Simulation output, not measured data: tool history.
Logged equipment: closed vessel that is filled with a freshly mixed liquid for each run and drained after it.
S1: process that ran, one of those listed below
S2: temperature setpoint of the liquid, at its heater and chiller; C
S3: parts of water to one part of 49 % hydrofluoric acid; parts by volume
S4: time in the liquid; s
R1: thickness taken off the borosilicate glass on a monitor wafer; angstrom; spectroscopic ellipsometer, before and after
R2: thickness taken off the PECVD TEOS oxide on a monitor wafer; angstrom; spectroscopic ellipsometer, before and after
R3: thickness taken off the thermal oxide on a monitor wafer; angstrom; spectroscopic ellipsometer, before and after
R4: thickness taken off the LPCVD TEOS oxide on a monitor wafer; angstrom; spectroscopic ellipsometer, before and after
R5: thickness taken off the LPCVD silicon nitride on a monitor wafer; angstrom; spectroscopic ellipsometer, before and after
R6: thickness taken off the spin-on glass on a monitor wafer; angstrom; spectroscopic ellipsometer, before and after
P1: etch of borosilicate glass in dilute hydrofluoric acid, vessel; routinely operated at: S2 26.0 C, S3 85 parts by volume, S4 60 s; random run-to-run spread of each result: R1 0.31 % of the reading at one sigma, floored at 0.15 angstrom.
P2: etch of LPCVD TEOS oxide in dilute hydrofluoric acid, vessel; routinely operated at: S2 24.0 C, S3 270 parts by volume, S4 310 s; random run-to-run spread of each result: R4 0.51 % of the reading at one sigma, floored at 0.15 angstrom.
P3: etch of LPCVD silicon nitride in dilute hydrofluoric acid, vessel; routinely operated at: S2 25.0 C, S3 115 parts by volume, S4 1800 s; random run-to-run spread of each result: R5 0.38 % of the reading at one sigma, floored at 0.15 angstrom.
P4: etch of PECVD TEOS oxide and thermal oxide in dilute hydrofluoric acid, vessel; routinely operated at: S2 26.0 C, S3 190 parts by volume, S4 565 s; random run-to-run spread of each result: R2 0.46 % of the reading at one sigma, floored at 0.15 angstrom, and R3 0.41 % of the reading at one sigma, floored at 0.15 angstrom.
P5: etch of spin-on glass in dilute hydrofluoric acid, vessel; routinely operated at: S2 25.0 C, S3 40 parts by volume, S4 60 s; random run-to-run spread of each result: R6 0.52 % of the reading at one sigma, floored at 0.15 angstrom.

run   hour  S1    S2   S3    S4      R1      R2       R3        R4       R5       R6
  1    6.1  P1  26.0   85    60  326.44
  2   12.3  P1  21.0   85    30  133.50
  3   17.7  P1  26.0   85    60  328.03
  4   25.2  P4  19.5  190   565          401.22  103.280
  5   29.2  P2  24.0  270    80                             76.515
  6   35.9  P3  25.0  115  1800                                      78.600
  7   41.4  P1  34.0   85    35  259.57
  8   45.5  P4  26.0  190   565          512.53  132.370
  9   52.0  P1  26.0   40    60  735.91
 10   58.9  P1  26.0   85    95  517.64
 11   63.4  P2  24.0   60   310                           1705.200
      64.2  -- thermometer replaced
 12   70.4  P1  31.0   85    60  397.97
 13   76.3  P5  25.0   40    60                                              1174.30
 14   83.0  P1  18.5   85    60  241.41
 15   88.7  P1  26.0   85    30  163.63
 16   92.6  P2  31.5  270   310                            381.390
 17   97.7  P5  25.0   40   110                                              2175.70
 18  103.7  P1  26.0  140    60  185.37
 19  109.6  P1  26.0   85    60  328.37
 20  115.5  P1  26.0   85    60  327.30
 21  121.9  P5  31.5   40    60                                              1529.10
 22  127.8  P4  26.0  315   565          272.05   69.282
 23  134.5  P3  19.5  115  1800                                      54.699
 24  142.0  P3  25.0  215  1800                                      42.118
 25  146.1  P2  24.0  270   310                            293.640
 26  149.7  P4  26.0  190   950          860.17  222.160
 27  154.0  P3  25.0  115  3125                                     137.150
 28  158.7  P1  26.0   25    30  602.69
 29  164.1  P3  25.0  115  1800                                      78.488
 30  171.8  P5  25.0   70    60                                               652.14
 31  176.6  P1  26.0   85    60  326.09
 32  184.5  P1  26.0   85    60  327.05
 33  189.4  P1  26.0   85    60  317.29
 34  194.3  P1  26.0   85    60  311.61
 35  200.9  P1  26.0   85    60  309.91
 36  205.6  P1  26.0   85    60  306.19
 37  210.4  P1  26.0   85    60  306.07
 38  214.2  P1  26.0   85    60  307.68
 39  220.5  P1  26.0   85    60  305.15

P1 has crept away from where it was. The log is fitted equally well by each of these 2 causes, at the sizes shown:
A: hydrofluoric acid flow below the setpoint (%) = 6.07
B: liquid colder than its thermometer reads (K) = 1.76
Creep in the process output first set in at about hour 184.5.

The check runs listed below each take one wafer, and their results are still question marks. Under which run would the listed causes lead to clearly different results?
check 1  226.8  P3  25.0  205  2460                   ?
check 2  226.8  P4  19.5  190   565       ?   ?
check 3  226.8  P2  31.5   70   310               ?
check 4  226.8  P5  28.0   40   105                       ?

Expected result of each check under each candidate cause:
  check  result      if A      if B
check 1      R5    56.714    54.021
check 2      R2    372.18    374.13
check 2      R3    96.073    96.576
check 3      R4  1790.500  1794.200
check 4      R6   2176.50   2165.70
Smallest distance between any two causes, each pair judged by its most separating result, in per cent: check 1 4.86 %; check 2 0.52 %; check 3 0.21 %; check 4 0.5 %
Check 1 tells the causes apart: in the others they would give nearly the same result.

Check 1 was then run and gave: R5 56.591 angstrom. Which cause is it?

The cause is A: hydrofluoric acid flow below the setpoint (%).
